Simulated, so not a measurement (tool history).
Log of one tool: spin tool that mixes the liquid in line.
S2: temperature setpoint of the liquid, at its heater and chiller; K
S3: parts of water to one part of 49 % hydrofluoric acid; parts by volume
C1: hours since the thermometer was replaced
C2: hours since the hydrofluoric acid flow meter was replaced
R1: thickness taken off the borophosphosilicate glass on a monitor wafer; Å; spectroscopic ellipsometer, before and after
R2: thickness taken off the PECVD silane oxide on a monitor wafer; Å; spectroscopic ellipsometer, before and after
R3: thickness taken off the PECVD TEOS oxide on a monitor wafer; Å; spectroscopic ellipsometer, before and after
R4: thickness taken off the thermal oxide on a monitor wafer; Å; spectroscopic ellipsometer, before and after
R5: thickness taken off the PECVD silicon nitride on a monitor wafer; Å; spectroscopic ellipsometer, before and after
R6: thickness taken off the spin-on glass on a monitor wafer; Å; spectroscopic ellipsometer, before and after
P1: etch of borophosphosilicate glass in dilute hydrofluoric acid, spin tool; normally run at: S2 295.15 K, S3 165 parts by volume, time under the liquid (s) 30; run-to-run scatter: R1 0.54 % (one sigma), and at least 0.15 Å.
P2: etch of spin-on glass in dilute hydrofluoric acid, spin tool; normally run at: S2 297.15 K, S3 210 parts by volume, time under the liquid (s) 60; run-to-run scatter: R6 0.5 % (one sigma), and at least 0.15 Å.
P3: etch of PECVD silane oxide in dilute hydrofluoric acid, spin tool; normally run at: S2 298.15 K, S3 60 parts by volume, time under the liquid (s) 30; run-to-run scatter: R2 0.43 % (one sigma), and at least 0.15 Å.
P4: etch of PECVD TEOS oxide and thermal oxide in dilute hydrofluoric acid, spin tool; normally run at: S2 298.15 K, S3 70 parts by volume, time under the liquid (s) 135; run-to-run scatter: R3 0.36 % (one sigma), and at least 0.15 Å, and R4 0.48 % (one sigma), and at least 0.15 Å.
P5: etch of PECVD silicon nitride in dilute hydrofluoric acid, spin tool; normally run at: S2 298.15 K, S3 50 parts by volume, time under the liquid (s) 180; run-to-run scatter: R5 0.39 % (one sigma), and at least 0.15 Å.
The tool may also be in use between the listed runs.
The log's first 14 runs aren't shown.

run 15 hour=110.3 | process_that_ran=P2 S2=297.15 S3=210 time_under_the_liquid_(s)=30 | C1=250.4 C2=777.8 | R6=52.317
run 16 hour=117.9 | process_that_ran=P1 S2=295.15 S3=165 time_under_the_liquid_(s)=45 | C1=258.0 C2=785.4 | R1=89.731
run 17 hour=127.7 | process_that_ran=P4 S2=298.15 S3=70 time_under_the_liquid_(s)=35 | C1=267.8 C2=795.2 | R3=150.20 R4=27.603
run 18 hour=133.0 | process_that_ran=P3 S2=298.15 S3=60 time_under_the_liquid_(s)=30 | C1=273.1 C2=800.5 | R2=190.59
run 19 hour=141.6 | process_that_ran=P2 S2=297.15 S3=65 time_under_the_liquid_(s)=60 | C1=281.7 C2=809.1 | R6=396.150
run 20 hour=151.4 | process_that_ran=P1 S2=295.15 S3=105 time_under_the_liquid_(s)=30 | C1=291.5 C2=818.9 | R1=101.490
run 21 hour=159.8 | process_that_ran=P2 S2=297.15 S3=210 time_under_the_liquid_(s)=60 | C1=299.9 C2=827.3 | R6=105.640
run 22 hour=167.8 | process_that_ran=P3 S2=298.15 S3=105 time_under_the_liquid_(s)=30 | C1=307.9 C2=835.3 | R2=103.23
run 23 hour=176.5 | process_that_ran=P1 S2=299.15 S3=165 time_under_the_liquid_(s)=60 | C1=316.6 C2=844.0 | R1=138.820
run 24 hour=182.9 | process_that_ran=P5 S2=298.15 S3=50 time_under_the_liquid_(s)=180 | C1=323.0 C2=850.4 | R5=138.89
run 25 hour=189.8 | process_that_ran=P5 S2=298.15 S3=50 time_under_the_liquid_(s)=180 | C1=329.9 C2=857.3 | R5=138.42
run 26 hour=199.9 | process_that_ran=P1 S2=301.15 S3=260 time_under_the_liquid_(s)=30 | C1=340.0 C2=867.4 | R1=42.618

The next listed run, before its measurement:
run 27 hour=204.7 | process_that_ran=P4 S2=298.15 S3=45 time_under_the_liquid_(s)=135 | C1=344.8 C2=872.2 | R3=? R4=?

Run 27 gave R3 935.29 Å, R4 169.170 Å.

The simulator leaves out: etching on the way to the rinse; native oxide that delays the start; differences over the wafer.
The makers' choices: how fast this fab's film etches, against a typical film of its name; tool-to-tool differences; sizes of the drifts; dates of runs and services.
